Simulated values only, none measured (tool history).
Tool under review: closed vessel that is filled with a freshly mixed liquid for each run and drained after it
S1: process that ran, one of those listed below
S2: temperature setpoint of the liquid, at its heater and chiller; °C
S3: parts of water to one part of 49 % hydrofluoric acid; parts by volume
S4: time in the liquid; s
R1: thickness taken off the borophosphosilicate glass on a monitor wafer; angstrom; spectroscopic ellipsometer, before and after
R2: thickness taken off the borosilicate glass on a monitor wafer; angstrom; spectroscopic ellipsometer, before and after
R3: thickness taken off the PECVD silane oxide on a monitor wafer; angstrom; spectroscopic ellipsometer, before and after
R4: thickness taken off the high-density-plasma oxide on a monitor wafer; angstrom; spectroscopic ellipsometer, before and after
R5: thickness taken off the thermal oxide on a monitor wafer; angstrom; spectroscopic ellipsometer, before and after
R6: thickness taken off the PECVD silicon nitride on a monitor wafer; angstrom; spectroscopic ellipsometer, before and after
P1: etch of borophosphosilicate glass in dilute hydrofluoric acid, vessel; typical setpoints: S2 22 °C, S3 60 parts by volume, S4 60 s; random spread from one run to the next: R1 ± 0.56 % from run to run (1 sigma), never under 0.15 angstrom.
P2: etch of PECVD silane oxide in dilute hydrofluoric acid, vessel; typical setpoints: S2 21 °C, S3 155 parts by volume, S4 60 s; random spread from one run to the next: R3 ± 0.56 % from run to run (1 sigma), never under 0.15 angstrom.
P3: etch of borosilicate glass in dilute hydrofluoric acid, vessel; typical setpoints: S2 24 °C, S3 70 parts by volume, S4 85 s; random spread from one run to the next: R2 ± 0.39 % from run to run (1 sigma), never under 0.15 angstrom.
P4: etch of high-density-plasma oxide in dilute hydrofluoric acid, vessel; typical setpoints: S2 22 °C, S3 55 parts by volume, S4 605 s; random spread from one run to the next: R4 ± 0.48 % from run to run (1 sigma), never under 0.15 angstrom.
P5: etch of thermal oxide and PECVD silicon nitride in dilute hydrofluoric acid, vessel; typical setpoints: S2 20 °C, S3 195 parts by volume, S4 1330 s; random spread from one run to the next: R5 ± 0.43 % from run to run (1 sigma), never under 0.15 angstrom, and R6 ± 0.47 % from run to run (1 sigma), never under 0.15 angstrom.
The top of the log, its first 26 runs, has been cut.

| run | hour | S1 | S2 | S3 | S4 | R1 | R2 | R3 | R4 | R5 | R6 |
|---|---|---|---|---|---|---|---|---|---|---|---|
| 27 | 113.3 | P1 | 22 | 105 | 60 | 356.66 |  |  |  |  |  |
| 28 | 119.1 | P4 | 22 | 55 | 1170 |  |  |  | 1062.3 |  |  |
| 29 | 124.4 | P2 | 17 | 155 | 60 |  |  | 77.036 |  |  |  |
| 30 | 127 | P1 | 29 | 20 | 60 | 2790.7 |  |  |  |  |  |
| 31 | 131.1 | P1 | 22 | 60 | 60 | 660.71 |  |  |  |  |  |
| 32 | 135.3 | P1 | 22 | 60 | 30 | 329.07 |  |  |  |  |  |
| 33 | 140.9 | P2 | 21 | 155 | 60 |  |  | 91.741 |  |  |  |
| 34 | 145.2 | P1 | 22 | 60 | 60 | 663.88 |  |  |  |  |  |
| 35 | 150.3 | P1 | 22 | 60 | 60 | 684.16 |  |  |  |  |  |
| 36 | 154 | P1 | 22 | 60 | 60 | 693.54 |  |  |  |  |  |
| 37 | 157.1 | P1 | 22 | 60 | 60 | 701.69 |  |  |  |  |  |

What will run 38 give?
| 38 | 161.2 | P1 | 22 | 60 | 60 | ? |  |  |  |  |  |

{"run 38": {"R1": 709.71}}
